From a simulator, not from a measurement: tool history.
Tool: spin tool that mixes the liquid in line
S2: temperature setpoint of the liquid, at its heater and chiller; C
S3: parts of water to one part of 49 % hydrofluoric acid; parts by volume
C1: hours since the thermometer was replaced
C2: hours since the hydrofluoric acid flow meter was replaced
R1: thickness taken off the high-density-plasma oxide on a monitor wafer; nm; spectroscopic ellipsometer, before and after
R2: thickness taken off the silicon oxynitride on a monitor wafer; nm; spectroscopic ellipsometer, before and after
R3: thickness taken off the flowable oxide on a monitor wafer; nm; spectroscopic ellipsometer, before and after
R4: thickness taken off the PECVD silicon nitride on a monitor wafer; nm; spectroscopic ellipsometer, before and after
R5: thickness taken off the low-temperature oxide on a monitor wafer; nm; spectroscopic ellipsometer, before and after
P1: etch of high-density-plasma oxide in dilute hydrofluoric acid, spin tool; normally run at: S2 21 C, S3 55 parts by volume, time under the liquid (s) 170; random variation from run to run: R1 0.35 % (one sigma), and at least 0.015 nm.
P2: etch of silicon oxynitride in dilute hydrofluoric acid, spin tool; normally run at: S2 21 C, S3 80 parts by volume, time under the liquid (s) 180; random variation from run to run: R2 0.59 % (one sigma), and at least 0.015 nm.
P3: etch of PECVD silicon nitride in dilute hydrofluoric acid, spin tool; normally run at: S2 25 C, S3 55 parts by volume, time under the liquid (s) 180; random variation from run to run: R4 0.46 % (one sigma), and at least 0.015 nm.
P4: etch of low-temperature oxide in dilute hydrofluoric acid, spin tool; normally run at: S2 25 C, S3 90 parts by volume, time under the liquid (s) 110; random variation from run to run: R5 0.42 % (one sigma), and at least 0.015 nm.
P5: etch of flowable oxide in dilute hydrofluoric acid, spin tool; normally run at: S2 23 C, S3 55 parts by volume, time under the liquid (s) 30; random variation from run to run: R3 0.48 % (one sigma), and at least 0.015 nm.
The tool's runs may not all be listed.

{"run": 1, "hour": 4.2, "process that ran": "P1", "S2": 21, "S3": 55, "time under the liquid (s)": 170, "C1": 1852, "C2": 397.9, "R1": 22.099}
{"run": 2, "hour": 10.2, "process that ran": "P2", "S2": 21, "S3": 80, "time under the liquid (s)": 180, "C1": 1858, "C2": 403.9, "R2": 5.4533}
{"run": 3, "hour": 16.6, "process that ran": "P1", "S2": 21, "S3": 55, "time under the liquid (s)": 170, "C1": 1864.4, "C2": 410.3, "R1": 22.178}
{"run": 4, "hour": 23.0, "process that ran": "P5", "S2": 23, "S3": 55, "time under the liquid (s)": 30, "C1": 1870.8, "C2": 416.7, "R3": 15.608}
{"run": 5, "hour": 31.2, "process that ran": "P3", "S2": 25, "S3": 55, "time under the liquid (s)": 350, "C1": 1879, "C2": 424.9, "R4": 17.512}
{"run": 6, "hour": 35.6, "process that ran": "P1", "S2": 21, "S3": 75, "time under the liquid (s)": 170, "C1": 1883.4, "C2": 429.3, "R1": 15.898}
{"run": 7, "hour": 43.1, "process that ran": "P4", "S2": 25, "S3": 130, "time under the liquid (s)": 110, "C1": 1890.9, "C2": 436.8, "R5": 29.535}
{"run": 8, "hour": 47.5, "process that ran": "P1", "S2": 21, "S3": 55, "time under the liquid (s)": 170, "C1": 1895.3, "C2": 441.2, "R1": 22.128}
{"run": 9, "hour": 54.4, "process that ran": "P5", "S2": 28, "S3": 55, "time under the liquid (s)": 30, "C1": 1902.2, "C2": 448.1, "R3": 19.104}
{"run": 10, "hour": 60.3, "process that ran": "P4", "S2": 30, "S3": 90, "time under the liquid (s)": 110, "C1": 1908.1, "C2": 454, "R5": 54.336}
{"run": 11, "hour": 65.4, "process that ran": "P2", "S2": 21, "S3": 80, "time under the liquid (s)": 345, "C1": 1913.2, "C2": 459.1, "R2": 10.412}
{"run": 12, "hour": 71.7, "process that ran": "P1", "S2": 17, "S3": 55, "time under the liquid (s)": 170, "C1": 1919.5, "C2": 465.4, "R1": 18.75}
{"run": 13, "hour": 80.0, "process that ran": "P2", "S2": 26.5, "S3": 80, "time under the liquid (s)": 180, "C1": 1927.8, "C2": 473.7, "R2": 7.1188}
{"run": 14, "hour": 84.5, "process that ran": "P1", "S2": 21, "S3": 35, "time under the liquid (s)": 170, "C1": 1932.3, "C2": 478.2, "R1": 35.731}
{"run": 15, "hour": 92.2, "process that ran": "P4", "S2": 25, "S3": 90, "time under the liquid (s)": 15, "C1": 1940, "C2": 485.9, "R5": 6.1185}
{"run": 16, "hour": 97.3, "process that ran": "P5", "S2": 23, "S3": 55, "time under the liquid (s)": 30, "C1": 1945.1, "C2": 491, "R3": 15.771}
{"run": 17, "hour": 105.2, "process that ran": "P3", "S2": 32, "S3": 55, "time under the liquid (s)": 180, "C1": 1953, "C2": 498.9, "R4": 14.286}
{"run": 18, "hour": 110.7, "process that ran": "P1", "S2": 21, "S3": 20, "time under the liquid (s)": 85, "C1": 1958.5, "C2": 504.4, "R1": 31.552}
{"run": 19, "hour": 117.8, "process that ran": "P1", "S2": 17, "S3": 55, "time under the liquid (s)": 300, "C1": 1965.6, "C2": 511.5, "R1": 32.911}
{"run": 20, "hour": 125.2, "process that ran": "P1", "S2": 21, "S3": 55, "time under the liquid (s)": 15, "C1": 1973, "C2": 518.9, "R1": 1.9576}
{"run": 21, "hour": 132.4, "process that ran": "P4", "S2": 25, "S3": 90, "time under the liquid (s)": 110, "C1": 1980.2, "C2": 526.1, "R5": 45.019}
{"run": 22, "hour": 138.5, "process that ran": "P2", "S2": 21, "S3": 25, "time under the liquid (s)": 180, "C1": 1986.3, "C2": 532.2, "R2": 18.028}
{"run": 23, "hour": 142.7, "process that ran": "P5", "S2": 23, "S3": 55, "time under the liquid (s)": 60, "C1": 1990.5, "C2": 536.4, "R3": 31.62}
{"run": 24, "hour": 149.6, "process that ran": "P4", "S2": 25, "S3": 90, "time under the liquid (s)": 110, "C1": 1997.4, "C2": 543.3, "R5": 44.91}
{"run": 25, "hour": 156.0, "process that ran": "P1", "S2": 27.5, "S3": 55, "time under the liquid (s)": 170, "C1": 2003.8, "C2": 549.7, "R1": 28.903}
{"run": 26, "hour": 162.3, "process that ran": "P1", "S2": 21, "S3": 20, "time under the liquid (s)": 25, "C1": 2010.1, "C2": 556, "R1": 9.3867}
{"run": 27, "hour": 170.4, "process that ran": "P1", "S2": 21, "S3": 55, "time under the liquid (s)": 255, "C1": 2018.2, "C2": 564.1, "R1": 33.344}
{"run": 28, "hour": 176.3, "process that ran": "P3", "S2": 25, "S3": 80, "time under the liquid (s)": 180, "C1": 2024.1, "C2": 570, "R4": 6.275}
{"run": 29, "hour": 184.9, "process that ran": "P3", "S2": 25, "S3": 55, "time under the liquid (s)": 180, "C1": 2032.7, "C2": 578.6, "R4": 9.0879}
{"run": 30, "hour": 190.2, "process that ran": "P5", "S2": 23, "S3": 20, "time under the liquid (s)": 30, "C1": 2038, "C2": 583.9, "R3": 45.015}
{"run": 31, "hour": 198.6, "process that ran": "P1", "S2": 21, "S3": 55, "time under the liquid (s)": 170, "C1": 2046.4, "C2": 592.3, "R1": 22.208}
{"run": 32, "hour": 204.2, "process that ran": "P1", "S2": 21, "S3": 55, "time under the liquid (s)": 170, "C1": 2052, "C2": 597.9, "R1": 22.187}
{"run": 33, "hour": 211.5, "process that ran": "P1", "S2": 21, "S3": 55, "time under the liquid (s)": 170, "C1": 2059.3, "C2": 605.2, "R1": 21.333}
{"run": 34, "hour": 219.6, "process that ran": "P1", "S2": 21, "S3": 55, "time under the liquid (s)": 170, "C1": 2067.4, "C2": 613.3, "R1": 20.764}
{"run": 35, "hour": 223.7, "process that ran": "P1", "S2": 21, "S3": 55, "time under the liquid (s)": 170, "C1": 2071.5, "C2": 617.4, "R1": 20.527}
{"run": 36, "hour": 230.3, "process that ran": "P1", "S2": 21, "S3": 55, "time under the liquid (s)": 170, "C1": 2078.1, "C2": 624, "R1": 20.282}
{"run": 37, "hour": 235.8, "process that ran": "P1", "S2": 21, "S3": 55, "time under the liquid (s)": 170, "C1": 2083.6, "C2": 629.5, "R1": 20.398}
{"run": 38, "hour": 242.0, "process that ran": "P1", "S2": 21, "S3": 55, "time under the liquid (s)": 170, "C1": 2089.8, "C2": 635.7, "R1": 20.293}
{"run": 39, "hour": 247.6, "process that ran": "P1", "S2": 21, "S3": 55, "time under the liquid (s)": 170, "C1": 2095.4, "C2": 641.3, "R1": 20.27}
{"run": 40, "hour": 253.2, "process that ran": "P1", "S2": 21, "S3": 55, "time under the liquid (s)": 170, "C1": 2101, "C2": 646.9, "R1": 20.2}

What P1 gives has crept away from where it was. These 2 causes fit the log equally well, each at the size given:
A: hydrofluoric acid flow below the setpoint (%) = 8.05
B: liquid colder than its thermometer reads (K) = 2.13
The creep began at about hour 204.2.

4 check runs are offered, one wafer each, their results left as question marks. Which one tells the causes apart?
{"run": "check 1", "hour": 258.8, "process that ran": "P4", "S2": 25, "S3": 90, "time under the liquid (s)": 110, "R5": "?"}
{"run": "check 2", "hour": 258.8, "process that ran": "P2", "S2": 21, "S3": 80, "time under the liquid (s)": 180, "R2": "?"}
{"run": "check 3", "hour": 258.8, "process that ran": "P3", "S2": 25, "S3": 55, "time under the liquid (s)": 180, "R4": "?"}
{"run": "check 4", "hour": 258.8, "process that ran": "P5", "S2": 23, "S3": 55, "time under the liquid (s)": 30, "R3": "?"}

What each check would give under each cause:
check=check_1 result=R5 if_A=41.04 if_B=41.406
check=check_2 result=R2 if_A=4.9766 if_B=4.8965
check=check_3 result=R4 if_A=8.3477 if_B=7.8553
check=check_4 result=R3 if_A=14.333 if_B=14.353
How far apart the two closest causes lie, in the result that separates them most: check 1 0.89 %; check 2 1.62 %; check 3 6.08 %; check 4 0.14 %
Only check 3 tells the causes apart: in the others they would give nearly the same result.

Then check 3 was run and gave: R4 7.8777 nm. Which cause is it?

It is B: liquid colder than its thermometer reads (K).
